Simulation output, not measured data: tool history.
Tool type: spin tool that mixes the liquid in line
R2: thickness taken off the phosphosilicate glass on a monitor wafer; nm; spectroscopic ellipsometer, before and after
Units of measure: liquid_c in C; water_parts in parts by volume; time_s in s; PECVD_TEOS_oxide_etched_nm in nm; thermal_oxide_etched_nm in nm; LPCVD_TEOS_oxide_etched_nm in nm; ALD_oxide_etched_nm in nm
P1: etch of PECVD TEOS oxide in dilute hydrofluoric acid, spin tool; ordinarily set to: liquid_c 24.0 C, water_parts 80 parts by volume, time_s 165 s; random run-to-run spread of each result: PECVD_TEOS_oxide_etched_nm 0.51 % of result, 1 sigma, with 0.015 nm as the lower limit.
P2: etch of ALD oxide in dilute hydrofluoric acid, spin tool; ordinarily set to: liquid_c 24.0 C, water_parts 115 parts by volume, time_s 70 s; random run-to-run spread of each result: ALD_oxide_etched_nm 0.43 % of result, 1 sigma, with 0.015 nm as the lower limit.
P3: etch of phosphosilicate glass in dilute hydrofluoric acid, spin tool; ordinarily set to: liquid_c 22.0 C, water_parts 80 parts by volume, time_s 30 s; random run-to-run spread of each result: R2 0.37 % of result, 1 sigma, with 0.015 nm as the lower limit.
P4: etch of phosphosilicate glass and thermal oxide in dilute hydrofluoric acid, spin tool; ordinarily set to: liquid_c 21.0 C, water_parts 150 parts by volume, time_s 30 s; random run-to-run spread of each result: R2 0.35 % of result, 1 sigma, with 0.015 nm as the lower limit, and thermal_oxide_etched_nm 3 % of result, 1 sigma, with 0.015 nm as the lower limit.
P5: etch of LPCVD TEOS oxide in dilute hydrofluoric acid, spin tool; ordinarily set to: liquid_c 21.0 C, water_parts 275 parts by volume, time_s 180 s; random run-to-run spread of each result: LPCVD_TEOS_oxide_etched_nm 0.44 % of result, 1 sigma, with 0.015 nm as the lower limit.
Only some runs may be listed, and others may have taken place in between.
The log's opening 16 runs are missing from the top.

run 17 day=5.679 | process=P3 liquid_c=22.0 water_parts=80 time_s=45 | R2=83.718
run 18 day=5.996 | process=P4 liquid_c=21.0 water_parts=25 time_s=30 | R2=238.010 thermal_oxide_etched_nm=5.63650
run 19 day=6.262 | process=P1 liquid_c=19.5 water_parts=80 time_s=165 | PECVD_TEOS_oxide_etched_nm=40.051
run 20 day=6.471 | process=P1 liquid_c=24.0 water_parts=80 time_s=165 | PECVD_TEOS_oxide_etched_nm=47.552
run 21 day=6.692 | process=P3 liquid_c=22.0 water_parts=80 time_s=30 | R2=55.387
run 22 day=6.975 | process=P5 liquid_c=28.0 water_parts=275 time_s=180 | LPCVD_TEOS_oxide_etched_nm=16.1760
run 23 day=7.338 | process=P1 liquid_c=27.5 water_parts=20 time_s=165 | PECVD_TEOS_oxide_etched_nm=240.250
run 24 day=7.567 | process=P1 liquid_c=24.0 water_parts=120 time_s=165 | PECVD_TEOS_oxide_etched_nm=30.109
run 25 day=7.800 | process=P1 liquid_c=24.0 water_parts=80 time_s=165 | PECVD_TEOS_oxide_etched_nm=48.006
run 26 day=8.067 | process=P1 liquid_c=24.0 water_parts=50 time_s=165 | PECVD_TEOS_oxide_etched_nm=79.694
run 27 day=8.458 | process=P1 liquid_c=24.0 water_parts=80 time_s=165 | PECVD_TEOS_oxide_etched_nm=48.025
run 28 day=8.879 | process=P4 liquid_c=24.5 water_parts=150 time_s=30 | R2=39.153 thermal_oxide_etched_nm=0.93998
run 29 day=9.150 | process=P3 liquid_c=22.0 water_parts=80 time_s=30 | R2=55.594
run 30 day=9.446 | process=P1 liquid_c=32.0 water_parts=80 time_s=165 | PECVD_TEOS_oxide_etched_nm=65.215
run 31 day=9.846 | process=P1 liquid_c=24.0 water_parts=80 time_s=165 | PECVD_TEOS_oxide_etched_nm=48.272
run 32 day=10.283 | process=P1 liquid_c=24.0 water_parts=80 time_s=165 | PECVD_TEOS_oxide_etched_nm=45.640
run 33 day=10.650 | process=P1 liquid_c=24.0 water_parts=80 time_s=165 | PECVD_TEOS_oxide_etched_nm=45.580
run 34 day=11.112 | process=P1 liquid_c=24.0 water_parts=80 time_s=165 | PECVD_TEOS_oxide_etched_nm=44.119
run 35 day=11.538 | process=P1 liquid_c=24.0 water_parts=80 time_s=165 | PECVD_TEOS_oxide_etched_nm=44.354
run 36 day=11.996 | process=P1 liquid_c=24.0 water_parts=80 time_s=165 | PECVD_TEOS_oxide_etched_nm=43.892

Run 37, settings as shown, results not yet in. Your forecast:
run 37 day=12.446 | process=P1 liquid_c=24.0 water_parts=80 time_s=165 | PECVD_TEOS_oxide_etched_nm=?

{"run 37": {"PECVD_TEOS_oxide_etched_nm": 44.085}}
